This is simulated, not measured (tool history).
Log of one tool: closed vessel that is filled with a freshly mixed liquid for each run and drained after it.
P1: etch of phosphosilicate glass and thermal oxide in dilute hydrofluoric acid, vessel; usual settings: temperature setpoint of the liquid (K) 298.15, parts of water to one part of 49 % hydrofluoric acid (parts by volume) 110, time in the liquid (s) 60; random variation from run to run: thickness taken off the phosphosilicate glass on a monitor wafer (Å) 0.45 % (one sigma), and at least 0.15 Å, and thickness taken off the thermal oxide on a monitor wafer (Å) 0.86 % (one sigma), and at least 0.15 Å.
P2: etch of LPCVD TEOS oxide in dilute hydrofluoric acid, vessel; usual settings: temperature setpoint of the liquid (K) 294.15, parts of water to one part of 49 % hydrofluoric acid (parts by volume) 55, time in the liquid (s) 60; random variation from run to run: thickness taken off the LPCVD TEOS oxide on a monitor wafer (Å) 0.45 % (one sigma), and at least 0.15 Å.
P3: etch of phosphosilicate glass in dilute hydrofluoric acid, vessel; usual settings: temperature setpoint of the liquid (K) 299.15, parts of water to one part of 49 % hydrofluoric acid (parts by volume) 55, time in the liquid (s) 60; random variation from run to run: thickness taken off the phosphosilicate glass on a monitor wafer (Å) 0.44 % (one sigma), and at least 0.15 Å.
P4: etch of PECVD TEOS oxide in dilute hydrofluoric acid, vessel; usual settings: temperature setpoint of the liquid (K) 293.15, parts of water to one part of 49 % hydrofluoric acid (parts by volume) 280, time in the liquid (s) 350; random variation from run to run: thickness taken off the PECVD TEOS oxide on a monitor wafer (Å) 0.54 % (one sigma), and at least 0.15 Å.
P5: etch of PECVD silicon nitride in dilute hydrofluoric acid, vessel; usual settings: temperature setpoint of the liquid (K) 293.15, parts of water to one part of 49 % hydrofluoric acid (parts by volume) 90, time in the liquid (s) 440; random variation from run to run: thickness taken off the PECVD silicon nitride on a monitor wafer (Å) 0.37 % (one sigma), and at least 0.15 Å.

run	day	process that ran	temperature setpoint of the liquid (K)	parts of water to one part of 49 % hydrofluoric acid (parts by volume)	time in the liquid (s)	hours since the thermometer was replaced	hours since the hydrofluoric acid flow meter was replaced	thickness taken off the phosphosilicate glass on a monitor wafer (Å)	thickness taken off the thermal oxide on a monitor wafer (Å)	thickness taken off the PECVD silicon nitride on a monitor wafer (Å)	thickness taken off the LPCVD TEOS oxide on a monitor wafer (Å)	thickness taken off the PECVD TEOS oxide on a monitor wafer (Å)
1	0.275	P1	298.15	110	60	247.6	185.5	382.19	30.1350			
2	0.717	P1	292.65	110	60	258.2	196.1	309.07	24.0420			
3	0.958	P1	303.65	110	60	264.0	201.9	471.96	36.5270			
4	1.388	P1	298.15	180	60	274.3	212.2	217.49	16.7360			
5	1.842	P5	290.15	90	440	285.2	223.1			87.072		
6	2.150	P2	294.15	55	60	292.6	230.5				187.13	
7	2.396	P2	302.15	55	60	298.5	236.4				260.37	
8	2.871	P1	298.15	170	30	309.9	247.8	114.50	9.1203			
9	3.167	P1	298.15	110	60	317.0	254.9	381.39	30.0800			
10	3.612	P1	298.15	110	60	327.7	265.6	384.01	29.7840			
11	4.017	P5	293.15	90	875	337.4	275.3			213.500		
12	4.375	P3	293.15	55	60	346.0	283.9	1123.40				
13	4.708	P1	298.15	110	30	354.0	291.9	191.07	15.1700			
14	5.092	P4	293.15	280	40	363.2	301.1					8.7225
15	5.550	P4	293.15	90	350	374.2	312.1					291.0300
16	5.817	P3	299.15	55	60	380.6	318.5	1437.30				
17	6.204	P2	294.15	55	100	389.9	327.8				312.84	
18	6.488	P3	299.15	55	30	396.7	334.6	718.15				
19	6.950	P4	293.15	280	350	407.8	345.7					77.2640
20	7.258	P5	293.15	150	440	415.2	353.1			65.295		
21	7.696	P3	299.15	100	60	425.7	363.6	747.23				
22	7.904	P5	293.15	90	440	430.7	368.6			108.290		
23	8.333	P1	298.15	45	60	441.0	378.9	1011.20	79.6850			
24	8.792	P1	298.15	110	60	452.0	389.9	382.72	29.9050			
25	9.071	P2	294.15	85	60	458.7	396.6				117.49	
26	9.492	P4	290.15	280	350	468.8	406.7					68.8800
27	9.812	P3	299.15	55	60	476.5	414.4	1438.90				
28	10.196	P5	293.15	90	440	485.7	423.6			107.030		
29	10.621	P1	298.15	110	90	495.9	433.8	572.78	44.4430			
30	10.850	P1	298.15	110	60	501.4	439.3	385.76	29.7510			
31	11.117	P1	298.15	110	60	507.8	445.7	376.98	29.1250			
32	11.454	P1	298.15	110	60	515.9	453.8	370.87	28.9890			
33	11.892	P1	298.15	110	60	526.4	464.3	367.36	28.2850			
34	12.271	P1	298.15	110	60	535.5	473.4	361.57	28.3850			
35	12.579	P1	298.15	110	60	542.9	480.8	360.29	28.3370			
36	13.000	P1	298.15	110	60	553.0	490.9	361.63	27.7550			
37	13.300	P1	298.15	110	60	560.2	498.1	359.26	28.2440			
38	13.758	P1	298.15	110	60	571.2	509.1	359.01	27.7410			
39	14.062	P1	298.15	110	60	578.5	516.4	358.08	28.4140			
40	14.279	P1	298.15	110	60	583.7	521.6	359.63	28.0670			
41	14.738	P1	298.15	110	60	594.7	532.6	357.48	27.8170			

What P1 gives has crept away from where it was. These 2 causes fit the log equally well, each at the size given:
A: liquid colder than its thermometer reads (K) = 1.72
B: hydrofluoric acid flow below the setpoint (%) = 5.73
The creep began at about day 10.850.

4 check runs are offered, one wafer each, their results left as question marks. Which one tells the causes apart?
check 1	15.196	P5	293.15	90	850					?		
check 2	15.196	P2	301.65	55	60						?	
check 3	15.196	P4	293.15	135	75							?
check 4	15.196	P3	294.65	55	30			?				

What each check would give under each cause:
check	result	if A	if B
check 1	thickness taken off the PECVD silicon nitride on a monitor wafer (Å)	184.460	196.020
check 2	thickness taken off the LPCVD TEOS oxide on a monitor wafer (Å)	238.40	239.50
check 3	thickness taken off the PECVD TEOS oxide on a monitor wafer (Å)	36.9010	36.9730
check 4	thickness taken off the phosphosilicate glass on a monitor wafer (Å)	556.72	561.95
How far apart the two closest causes lie, in the result that separates them most: check 1 6.08 %; check 2 0.46 %; check 3 0.2 %; check 4 0.93 %
Only check 1 tells the causes apart: in the others they would give nearly the same result.

Check 1 was then run and gave: thickness taken off the PECVD silicon nitride on a monitor wafer (Å) 185.220. Which cause is it?

It is A: liquid colder than its thermometer reads (K).
